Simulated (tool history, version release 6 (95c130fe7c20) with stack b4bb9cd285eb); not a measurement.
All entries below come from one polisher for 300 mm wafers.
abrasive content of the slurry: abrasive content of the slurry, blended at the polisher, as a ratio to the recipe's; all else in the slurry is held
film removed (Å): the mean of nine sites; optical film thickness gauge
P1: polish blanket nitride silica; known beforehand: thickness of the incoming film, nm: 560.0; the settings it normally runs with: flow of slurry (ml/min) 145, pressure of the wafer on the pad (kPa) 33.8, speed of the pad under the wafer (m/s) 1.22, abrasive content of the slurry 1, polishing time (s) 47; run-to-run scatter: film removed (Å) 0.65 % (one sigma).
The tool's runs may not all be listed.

run,day,flow of slurry (ml/min),pressure of the wafer on the pad (kPa),speed of the pad under the wafer (m/s),abrasive content of the slurry,polishing time (s),wafers polished on this pad,hours since the slurry nozzle was cleaned,hours since the head pressure was calibrated,hours since the slurry blender was calibrated,hours since the conditioning disc was replaced,film removed (Å)
1,0.508,145,33.8,1.22,1,47,347,135.4,411.9,54.2,206.7,524.83
2,0.792,145,33.8,1.22,1.5,47,455,142.2,418.7,61,213.5,616.64
3,1.292,85,33.8,1.22,1,47,646,154.2,430.7,73,225.5,462.51
4,1.762,185,33.8,1.22,0.65,47,827,165.5,442,84.3,236.8,438.89
5,2.146,145,15.2,1.22,1,47,973,174.7,451.2,93.5,246,232.66
# day 2.179: conditioning disc replaced and pad reconditioned
6,2.725,145,53.8,1.22,1,47,1195,188.6,465.1,107.4,13.1,827.03
7,3.188,145,33.8,0.54,0.75,47,1372,199.7,476.2,118.5,24.2,238.63
8,3.596,185,33.8,1.22,1,47,1529,209.5,486,128.3,34,544.86
9,4.129,145,33.8,1.22,1,47,1733,222.3,498.8,141.1,46.8,525.5
10,4.712,145,33.8,1.22,1,72,1956,236.3,512.8,155.1,60.8,797.48
11,4.992,145,33.8,1.22,0.8,47,2063,243,519.5,161.8,67.5,472
12,5.333,145,33.8,0.78,1,27,2194,251.2,527.7,170,75.7,212.54
13,5.842,145,33.8,1.22,1,47,2388,263.4,539.9,182.2,87.9,519.43
14,6.125,145,33.8,1.22,1,47,2497,270.2,546.7,189,94.7,524.9
15,6.392,145,33.8,1.22,1,25,2599,276.6,553.1,195.4,101.1,275.92
16,6.925,145,33.8,1.54,1,47,2803,289.4,565.9,208.2,113.9,631.15
17,7.321,145,33.8,0.74,1,47,2955,298.9,575.4,217.7,123.4,355.22
18,7.804,145,33.8,1.22,1,47,3140,310.5,587,229.3,135,523.57
19,8.362,145,33.8,1.22,1,47,3353,323.9,600.4,242.7,148.4,520.63
20,8.633,145,33.8,1.22,1,47,3457,330.4,606.9,249.2,154.9,511.34
21,9.146,145,33.8,1.22,1,47,3653,342.7,619.2,261.5,167.2,497.79
22,9.533,145,33.8,1.22,1,47,3802,352,628.5,270.8,176.5,494.21
23,10.033,145,33.8,1.22,1,47,3993,364,640.5,282.8,188.5,486.09
# day 10.171: conditioning disc replaced and pad reconditioned
# day 10.317: slurry blender recalibrated
# day 10.421: head pressure recalibrated
24,10.467,145,33.8,1.22,1,47,4159,374.4,1.2,3.6,7.1,478.84
25,10.767,145,33.8,1.22,1,47,4274,381.6,8.4,10.8,14.3,481.18

For run 26, what comes out?
26,11.046,145,33.8,1.22,1,47,4381,388.3,15.1,17.5,21,?

{"run 26": {"film removed (Å)": 472.57}}
